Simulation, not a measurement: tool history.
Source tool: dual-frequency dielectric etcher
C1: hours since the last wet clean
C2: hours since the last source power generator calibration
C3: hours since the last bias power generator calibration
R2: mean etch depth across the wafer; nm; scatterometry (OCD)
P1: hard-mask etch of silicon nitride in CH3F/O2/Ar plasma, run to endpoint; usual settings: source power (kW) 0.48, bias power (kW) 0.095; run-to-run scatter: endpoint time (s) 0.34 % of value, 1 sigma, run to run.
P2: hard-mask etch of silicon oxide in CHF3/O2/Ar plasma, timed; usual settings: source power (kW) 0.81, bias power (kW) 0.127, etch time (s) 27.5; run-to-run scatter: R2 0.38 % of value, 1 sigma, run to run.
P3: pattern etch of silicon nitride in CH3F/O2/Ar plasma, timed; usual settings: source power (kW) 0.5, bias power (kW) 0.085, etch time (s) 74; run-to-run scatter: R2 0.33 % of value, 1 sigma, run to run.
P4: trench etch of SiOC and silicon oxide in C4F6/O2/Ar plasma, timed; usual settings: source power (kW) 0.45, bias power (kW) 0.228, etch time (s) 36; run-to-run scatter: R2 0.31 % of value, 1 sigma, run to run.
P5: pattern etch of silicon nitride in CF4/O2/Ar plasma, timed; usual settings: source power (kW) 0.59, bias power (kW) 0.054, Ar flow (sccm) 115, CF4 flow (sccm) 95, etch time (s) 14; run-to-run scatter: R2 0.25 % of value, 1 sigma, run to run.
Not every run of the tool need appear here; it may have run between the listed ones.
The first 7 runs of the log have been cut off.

Run 8, day 3.042: process that ran P3, source power (kW) 0.5, bias power (kW) 0.116, etch time (s) 74; C1 295.1; C2 916.8; C3 2012.8. Result: R2 65.539 nm.
Run 9, day 3.312: process that ran P2, source power (kW) 0.97, bias power (kW) 0.127, etch time (s) 27.5; C1 301.6; C2 923.3; C3 2019.3. Result: R2 56.417 nm.
Run 10, day 3.875: process that ran P5, source power (kW) 0.59, bias power (kW) 0.054, Ar flow (sccm) 151, CF4 flow (sccm) 95, etch time (s) 14; C1 315.1; C2 936.8; C3 2032.8. Result: R2 28.747 nm.
Run 11, day 4.271: process that ran P5, source power (kW) 0.59, bias power (kW) 0.054, Ar flow (sccm) 115, CF4 flow (sccm) 70, etch time (s) 14; C1 324.6; C2 946.3; C3 2042.3. Result: R2 28.623 nm.
Run 12, day 4.533: process that ran P1, source power (kW) 0.48, bias power (kW) 0.095; C1 330.9; C2 952.6; C3 2048.6. Result: endpoint time (s) 51.67.
Run 13, day 4.833: process that ran P3, source power (kW) 0.63, bias power (kW) 0.085, etch time (s) 74; C1 338.1; C2 959.8; C3 2055.8. Result: R2 63.98 nm.
Run 14, day 5.167: process that ran P5, source power (kW) 0.36, bias power (kW) 0.054, Ar flow (sccm) 115, CF4 flow (sccm) 95, etch time (s) 14; C1 346.1; C2 967.8; C3 2063.8. Result: R2 19.593 nm.
Run 15, day 5.512: process that ran P3, source power (kW) 0.5, bias power (kW) 0.085, etch time (s) 46; C1 354.4; C2 976.1; C3 2072.1. Result: R2 36.324 nm.
Run 16, day 5.892: process that ran P3, source power (kW) 0.5, bias power (kW) 0.085, etch time (s) 74; C1 363.5; C2 985.2; C3 2081.2. Result: R2 59.296 nm.
Run 17, day 6.217: process that ran P4, source power (kW) 0.45, bias power (kW) 0.14, etch time (s) 36; C1 371.3; C2 993; C3 2089. Result: R2 66.926 nm.
Run 18, day 6.629: process that ran P5, source power (kW) 0.59, bias power (kW) 0.054, Ar flow (sccm) 115, CF4 flow (sccm) 95, etch time (s) 20.5; C1 381.2; C2 1002.9; C3 2098.9. Result: R2 43.625 nm.
Run 19, day 7.112: process that ran P4, source power (kW) 0.45, bias power (kW) 0.228, etch time (s) 27.5; C1 392.8; C2 1014.5; C3 2110.5. Result: R2 59.291 nm.
Run 20, day 7.542: process that ran P1, source power (kW) 0.32, bias power (kW) 0.095; C1 403.1; C2 1024.8; C3 2120.8. Result: endpoint time (s) 59.9.
Run 21, day 8.058: process that ran P2, source power (kW) 0.81, bias power (kW) 0.127, etch time (s) 15; C1 415.5; C2 1037.2; C3 2133.2. Result: R2 28.653 nm.
Run 22, day 8.596: process that ran P1, source power (kW) 0.48, bias power (kW) 0.095; C1 428.4; C2 1050.1; C3 2146.1. Result: endpoint time (s) 51.681.
Run 23, day 9.054: process that ran P2, source power (kW) 0.81, bias power (kW) 0.127, etch time (s) 27.5; C1 439.4; C2 1061.1; C3 2157.1. Result: R2 52.673 nm.
Run 24, day 9.408: process that ran P1, source power (kW) 0.48, bias power (kW) 0.061; C1 447.9; C2 1069.6; C3 2165.6. Result: endpoint time (s) 60.475.
Run 25, day 9.854: process that ran P1, source power (kW) 0.48, bias power (kW) 0.113; C1 458.6; C2 1080.3; C3 2176.3. Result: endpoint time (s) 48.525.
Run 26, day 10.338: process that ran P4, source power (kW) 0.3, bias power (kW) 0.228, etch time (s) 36; C1 470.2; C2 1091.9; C3 2187.9. Result: R2 66.426 nm.
Run 27, day 10.783: process that ran P2, source power (kW) 0.81, bias power (kW) 0.177, etch time (s) 27.5; C1 480.9; C2 1102.6; C3 2198.6. Result: R2 58.346 nm.
Run 28, day 11.275: process that ran P1, source power (kW) 0.48, bias power (kW) 0.095; C1 492.7; C2 1114.4; C3 2210.4. Result: endpoint time (s) 51.463.
Run 29, day 11.579: process that ran P5, source power (kW) 0.59, bias power (kW) 0.054, Ar flow (sccm) 115, CF4 flow (sccm) 95, etch time (s) 14; C1 500; C2 1121.7; C3 2217.7. Result: R2 30.016 nm.
Run 30, day 11.908: process that ran P1, source power (kW) 0.64, bias power (kW) 0.071; C1 507.9; C2 1129.6; C3 2225.6. Result: endpoint time (s) 51.218.

Run 31 has not been measured yet. What should we expect?
Run 31, day 12.396: process that ran P5, source power (kW) 0.59, bias power (kW) 0.054, Ar flow (sccm) 115, CF4 flow (sccm) 95, etch time (s) 14; C1 519.6; C2 1141.3; C3 2237.3. Result: R2 ?.

Run 31 came out at R2 29.947 nm.
